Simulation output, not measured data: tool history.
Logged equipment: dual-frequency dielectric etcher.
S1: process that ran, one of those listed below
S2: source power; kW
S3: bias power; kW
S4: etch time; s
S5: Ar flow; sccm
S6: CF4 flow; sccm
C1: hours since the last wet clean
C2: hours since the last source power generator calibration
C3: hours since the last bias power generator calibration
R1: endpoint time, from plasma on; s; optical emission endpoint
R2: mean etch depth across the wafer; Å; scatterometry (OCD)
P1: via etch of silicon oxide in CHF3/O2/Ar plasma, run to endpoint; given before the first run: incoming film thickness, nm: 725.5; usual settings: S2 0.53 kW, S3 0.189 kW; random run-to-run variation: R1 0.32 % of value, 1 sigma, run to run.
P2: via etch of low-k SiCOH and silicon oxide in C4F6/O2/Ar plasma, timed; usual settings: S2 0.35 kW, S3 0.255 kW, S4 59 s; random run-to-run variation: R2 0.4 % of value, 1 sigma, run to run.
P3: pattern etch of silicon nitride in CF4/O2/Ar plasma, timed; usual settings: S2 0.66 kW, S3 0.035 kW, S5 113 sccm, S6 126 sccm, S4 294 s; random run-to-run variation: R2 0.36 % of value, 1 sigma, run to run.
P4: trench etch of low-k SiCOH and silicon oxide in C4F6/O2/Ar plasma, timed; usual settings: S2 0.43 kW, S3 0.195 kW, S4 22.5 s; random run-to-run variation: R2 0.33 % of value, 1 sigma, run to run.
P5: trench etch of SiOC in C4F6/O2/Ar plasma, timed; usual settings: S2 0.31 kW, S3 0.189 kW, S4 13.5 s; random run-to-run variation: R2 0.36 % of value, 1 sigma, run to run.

run,day,S1,S2,S3,S4,S5,S6,C1,C2,C3,R1,R2
1,0.217,P1,0.53,0.189,,,,204.1,1486.2,399.4,380.73,
2,0.358,P5,0.31,0.189,19.5,,,207.5,1489.6,402.8,,387.41
3,0.629,P2,0.35,0.255,59,,,214,1496.1,409.3,,1711.3
4,0.792,P3,0.66,0.035,294,74,126,217.9,1500,413.2,,6860.8
5,0.933,P3,0.66,0.035,294,113,175,221.3,1503.4,416.6,,6808.6
6,1.167,P1,0.53,0.142,,,,226.9,1509,422.2,416.67,
7,1.408,P2,0.27,0.255,59,,,232.7,1514.8,428,,1552.4
8,1.596,P1,0.53,0.189,,,,237.2,1519.3,432.5,377.58,
9,1.817,P2,0.35,0.255,59,,,242.5,1524.6,437.8,,1718.4
10,1.988,P4,0.43,0.268,22.5,,,246.6,1528.7,441.9,,839.88
11,2.292,P1,0.53,0.189,,,,253.9,1536,449.2,379.96,
# day 2.354: bias power generator calibrated
12,2.567,P3,0.66,0.02,294,113,126,260.5,1542.6,5.2,,5484.3
13,2.729,P1,0.53,0.189,,,,264.4,1546.5,9.1,378.44,
14,3.012,P1,0.53,0.189,,,,271.2,1553.3,15.9,380.05,
15,3.217,P3,0.82,0.035,294,113,126,276.1,1558.2,20.8,,7914.9
16,3.471,P4,0.43,0.195,30,,,282.2,1564.3,26.9,,1015.4
17,3.671,P3,0.66,0.035,294,113,126,287,1569.1,31.7,,6535.2
18,3.942,P5,0.31,0.189,13.5,,,293.5,1575.6,38.2,,268.2
19,4.096,P4,0.28,0.195,22.5,,,297.2,1579.3,41.9,,641.86
20,4.292,P2,0.35,0.316,59,,,301.9,1584,46.6,,1841.9
21,4.592,P1,0.36,0.155,,,,309.1,1591.2,53.8,467.88,
22,4.779,P3,0.66,0.035,294,113,126,313.6,1595.7,58.3,,6454
23,4.992,P1,0.7,0.189,,,,318.7,1600.8,63.4,339.75,
24,5.238,P5,0.43,0.189,13.5,,,324.6,1606.7,69.3,,302.04
25,5.471,P3,0.66,0.035,426,113,126,330.2,1612.3,74.9,,9451
26,5.654,P2,0.35,0.255,41,,,334.6,1616.7,79.3,,1184.1
27,5.954,P1,0.36,0.189,,,,341.8,1623.9,86.5,439.23,

Forecast run 28:
28,6.154,P1,0.53,0.258,,,,346.6,1628.7,91.3,?,

{"run 28": {"R1": 338.98}}

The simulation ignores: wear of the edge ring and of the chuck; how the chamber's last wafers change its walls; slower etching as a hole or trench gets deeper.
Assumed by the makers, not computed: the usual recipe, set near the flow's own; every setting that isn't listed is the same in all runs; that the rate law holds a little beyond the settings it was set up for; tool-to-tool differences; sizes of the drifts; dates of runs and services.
